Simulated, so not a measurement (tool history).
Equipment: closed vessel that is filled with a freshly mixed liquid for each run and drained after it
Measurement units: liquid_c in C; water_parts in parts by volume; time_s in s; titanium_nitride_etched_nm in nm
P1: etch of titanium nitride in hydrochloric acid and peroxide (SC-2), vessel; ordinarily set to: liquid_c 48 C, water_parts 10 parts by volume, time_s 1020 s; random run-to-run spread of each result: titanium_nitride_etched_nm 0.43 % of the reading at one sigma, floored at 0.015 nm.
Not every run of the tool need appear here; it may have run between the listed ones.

run,hour,liquid_c,water_parts,time_s,titanium_nitride_etched_nm
1,5.5,48,10,1020,22.73
2,15.9,48,10,1020,22.987
3,25.8,48,4,1020,45.522
4,32.2,48,10,1020,22.85
5,42.9,48,4,325,14.579
6,51.5,48,18,1020,13.706
7,59.2,35,10,1020,9.1097
8,67.5,48,10,1020,22.77
9,73.9,61,10,1020,52.515
10,83.2,48,10,125,2.803
11,89.1,48,10,1020,22.771
12,100.8,48,10,1930,43.061
13,107,48,10,1020,22.653
14,112.1,48,10,1020,23.134
15,120.4,48,10,1020,23.615
16,131.6,48,10,1020,24.193

The next listed run, before its measurement:
17,143.2,48,10,1020,?

titanium_nitride_etched_nm: 24.29 nm

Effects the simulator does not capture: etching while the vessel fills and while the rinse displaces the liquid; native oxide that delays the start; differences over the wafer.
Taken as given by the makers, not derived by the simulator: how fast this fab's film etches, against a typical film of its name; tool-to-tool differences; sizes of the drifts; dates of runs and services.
